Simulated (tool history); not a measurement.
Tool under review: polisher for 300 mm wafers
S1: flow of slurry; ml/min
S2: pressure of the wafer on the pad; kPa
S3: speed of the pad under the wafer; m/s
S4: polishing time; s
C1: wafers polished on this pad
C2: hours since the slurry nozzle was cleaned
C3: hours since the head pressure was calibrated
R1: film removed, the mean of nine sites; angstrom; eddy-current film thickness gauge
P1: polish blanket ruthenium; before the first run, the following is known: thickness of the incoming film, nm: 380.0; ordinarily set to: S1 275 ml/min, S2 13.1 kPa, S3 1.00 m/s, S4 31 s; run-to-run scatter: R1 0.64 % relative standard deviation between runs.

{"run": 1, "hour": 5.7, "S1": 275, "S2": 13.1, "S3": 1.0, "S4": 31, "C1": 433, "C2": 97.7, "C3": 400.1, "R1": 264.35}
{"run": 2, "hour": 11.5, "S1": 275, "S2": 13.1, "S3": 1.0, "S4": 42, "C1": 523, "C2": 103.5, "C3": 405.9, "R1": 360.42}
{"run": 3, "hour": 17.9, "S1": 275, "S2": 13.1, "S3": 1.46, "S4": 31, "C1": 622, "C2": 109.9, "C3": 412.3, "R1": 390.65}
{"run": 4, "hour": 24.4, "S1": 275, "S2": 13.1, "S3": 1.0, "S4": 16, "C1": 723, "C2": 116.4, "C3": 418.8, "R1": 137.25}
{"run": 5, "hour": 28.6, "S1": 175, "S2": 13.1, "S3": 1.0, "S4": 19, "C1": 788, "C2": 120.6, "C3": 423.0, "R1": 152.25}
{"run": 6, "hour": 34.0, "S1": 275, "S2": 13.1, "S3": 1.0, "S4": 31, "C1": 871, "C2": 126.0, "C3": 428.4, "R1": 264.06}
{"run": 7, "hour": 41.4, "S1": 275, "S2": 13.1, "S3": 1.0, "S4": 31, "C1": 985, "C2": 133.4, "C3": 435.8, "R1": 264.55}
{"run": 8, "hour": 46.0, "S1": 275, "S2": 20.7, "S3": 1.0, "S4": 31, "C1": 1057, "C2": 138.0, "C3": 440.4, "R1": 419.05}
{"hour": 46.7, "done": "slurry nozzle cleaned"}
{"run": 9, "hour": 51.9, "S1": 275, "S2": 13.1, "S3": 1.0, "S4": 31, "C1": 1148, "C2": 5.2, "C3": 446.3, "R1": 263.09}
{"run": 10, "hour": 58.9, "S1": 275, "S2": 13.1, "S3": 0.62, "S4": 31, "C1": 1256, "C2": 12.2, "C3": 453.3, "R1": 165.98}
{"run": 11, "hour": 66.7, "S1": 275, "S2": 13.1, "S3": 1.0, "S4": 31, "C1": 1377, "C2": 20.0, "C3": 461.1, "R1": 267.41}
{"run": 12, "hour": 71.4, "S1": 275, "S2": 6.2, "S3": 1.0, "S4": 31, "C1": 1449, "C2": 24.7, "C3": 465.8, "R1": 125.25}
{"run": 13, "hour": 80.9, "S1": 415, "S2": 13.1, "S3": 1.0, "S4": 31, "C1": 1596, "C2": 34.2, "C3": 475.3, "R1": 275.65}
{"run": 14, "hour": 90.1, "S1": 165, "S2": 13.1, "S3": 1.0, "S4": 31, "C1": 1738, "C2": 43.4, "C3": 484.5, "R1": 248.25}
{"run": 15, "hour": 95.3, "S1": 275, "S2": 13.1, "S3": 1.0, "S4": 31, "C1": 1819, "C2": 48.6, "C3": 489.7, "R1": 265.02}
{"run": 16, "hour": 99.9, "S1": 275, "S2": 13.1, "S3": 1.0, "S4": 31, "C1": 1890, "C2": 53.2, "C3": 494.3, "R1": 261.58}
{"run": 17, "hour": 106.1, "S1": 275, "S2": 13.1, "S3": 1.0, "S4": 31, "C1": 1986, "C2": 59.4, "C3": 500.5, "R1": 258.74}
{"hour": 111.0, "done": "worn pad replaced by a new one"}
{"run": 18, "hour": 115.1, "S1": 275, "S2": 13.1, "S3": 1.0, "S4": 31, "C1": 63, "C2": 68.4, "C3": 509.5, "R1": 256.88}
{"run": 19, "hour": 124.6, "S1": 275, "S2": 13.1, "S3": 1.0, "S4": 31, "C1": 210, "C2": 77.9, "C3": 519.0, "R1": 257.28}
{"run": 20, "hour": 131.1, "S1": 275, "S2": 13.1, "S3": 1.0, "S4": 31, "C1": 311, "C2": 84.4, "C3": 525.5, "R1": 256.88}
{"run": 21, "hour": 137.6, "S1": 275, "S2": 13.1, "S3": 1.0, "S4": 31, "C1": 411, "C2": 90.9, "C3": 532.0, "R1": 254.96}

Compared with where it was, what P1 gives has crept away. Each cause listed below fits the log as well as the rest, at the size given for it:
A: slurry flow missing at the pad, % = 29.1
B: head's pressure below its setpoint, % = 3.88
The gradual shift began around hour 95.3.
What rules out each remaining cause:
removal rate lost through wear of the pad, %: maintenance at hour 111.0, after the shift began, did not return the process to its former output

The 4 check runs listed below each average the results of 5 wafers, and their outcomes are marked with question marks. Under which run would the listed causes produce clearly different results?
{"run": "check 1", "hour": 144.1, "S1": 275, "S2": 13.1, "S3": 1.26, "S4": 31, "R1": "?"}
{"run": "check 2", "hour": 144.1, "S1": 275, "S2": 13.1, "S3": 1.22, "S4": 31, "R1": "?"}
{"run": "check 3", "hour": 144.1, "S1": 170, "S2": 13.1, "S3": 0.62, "S4": 31, "R1": "?"}
{"run": "check 4", "hour": 144.1, "S1": 275, "S2": 20.0, "S3": 1.0, "S4": 31, "R1": "?"}

What every check run would give for each of its results, assuming each possible cause in turn:
check=check_1 result=R1 if_A=321.00 if_B=321.00
check=check_2 result=R1 if_A=310.81 if_B=310.81
check=check_3 result=R1 if_A=145.54 if_B=148.86
check=check_4 result=R1 if_A=388.84 if_B=388.85
Separation of the two closest causes in each check, using whichever result separates them best: check 1 0 %; check 2 0 %; check 3 2.25 %; check 4 0 %
The causes can be told apart only by check 3. The other checks would give nearly the same results under each of them.

The results of check 3 are: R1 148.89 angstrom. Based on these, which of the listed causes is it?

The cause is B: head's pressure below its setpoint, %.
